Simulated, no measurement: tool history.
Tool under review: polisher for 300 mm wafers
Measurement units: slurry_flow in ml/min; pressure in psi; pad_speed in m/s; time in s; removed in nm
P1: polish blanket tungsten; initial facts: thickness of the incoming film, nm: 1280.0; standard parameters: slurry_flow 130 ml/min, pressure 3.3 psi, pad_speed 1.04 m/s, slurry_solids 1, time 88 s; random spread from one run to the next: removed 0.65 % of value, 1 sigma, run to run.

run,hour,slurry_flow,pressure,pad_speed,slurry_solids,time,wafers polished on this pad,hours since the slurry nozzle was cleaned,hours since the head pressure was calibrated,hours since the slurry blender was calibrated,hours since the slurry got fresh peroxide,removed
1,5.4,130,3.3,1.04,1,88,191,83.1,580.6,79.8,31.2,366.33
2,14.9,130,3.3,1.04,1,88,292,92.6,590.1,89.3,40.7,365.53
3,20.3,130,1.9,1.04,1,88,350,98,595.5,94.7,46.1,211.32
4,30,130,3.3,1.04,1,133,453,107.7,605.2,104.4,55.8,547.8
5,36,130,3.3,1.62,1,88,517,113.7,611.2,110.4,61.8,570.02
6,42.2,130,3.3,1.04,1.4,88,583,119.9,617.4,116.6,68,390.16
7,46.7,130,3.3,0.46,1,88,631,124.4,621.9,121.1,72.5,161.11
# hour 47.9: slurry blender recalibrated
8,52.1,130,3.3,0.52,1,51,688,129.8,627.3,4.3,77.9,106.65
9,56.8,130,3.3,1.04,0.65,88,738,134.5,632,9,82.6,329.18
10,63.6,130,5.1,1.04,1,88,811,141.3,638.8,15.8,89.4,561.26
11,68.7,130,3.3,1.04,1,88,865,146.4,643.9,20.9,94.5,362
12,73.6,130,3.3,1.04,1,56,917,151.3,648.8,25.8,99.4,233.19
13,78,130,3.3,1.04,1,88,964,155.7,653.2,30.2,103.8,363.32
# hour 84.1: worn pad replaced by a new one
14,85.9,175,3.3,1.04,1,88,19,163.6,661.1,38.1,111.7,381.71
15,90.5,80,3.3,1.04,1,88,68,168.2,665.7,42.7,116.3,321.07
16,96.4,130,3.3,1.04,1,88,131,174.1,671.6,48.6,122.2,365.93
17,105.1,130,3.3,1.04,1,88,223,182.8,680.3,57.3,130.9,368.41
18,110.6,130,3.3,1.04,1,88,282,188.3,685.8,62.8,136.4,357.98
19,117.8,130,3.3,1.04,1,88,358,195.5,693,70,143.6,350.63
20,122.4,130,3.3,1.04,1,88,407,200.1,697.6,74.6,148.2,348.65
21,130.9,130,3.3,1.04,1,88,498,208.6,706.1,83.1,156.7,340.76
# hour 133.9: worn pad replaced by a new one
# hour 135: slurry blender recalibrated
22,136.3,130,3.3,1.04,1,88,26,214,711.5,1.3,162.1,338.6

What does the tool deliver on the next run?
23,145.2,130,3.3,1.04,1,88,120,222.9,720.4,10.2,171,?

removed: 329.08 nm

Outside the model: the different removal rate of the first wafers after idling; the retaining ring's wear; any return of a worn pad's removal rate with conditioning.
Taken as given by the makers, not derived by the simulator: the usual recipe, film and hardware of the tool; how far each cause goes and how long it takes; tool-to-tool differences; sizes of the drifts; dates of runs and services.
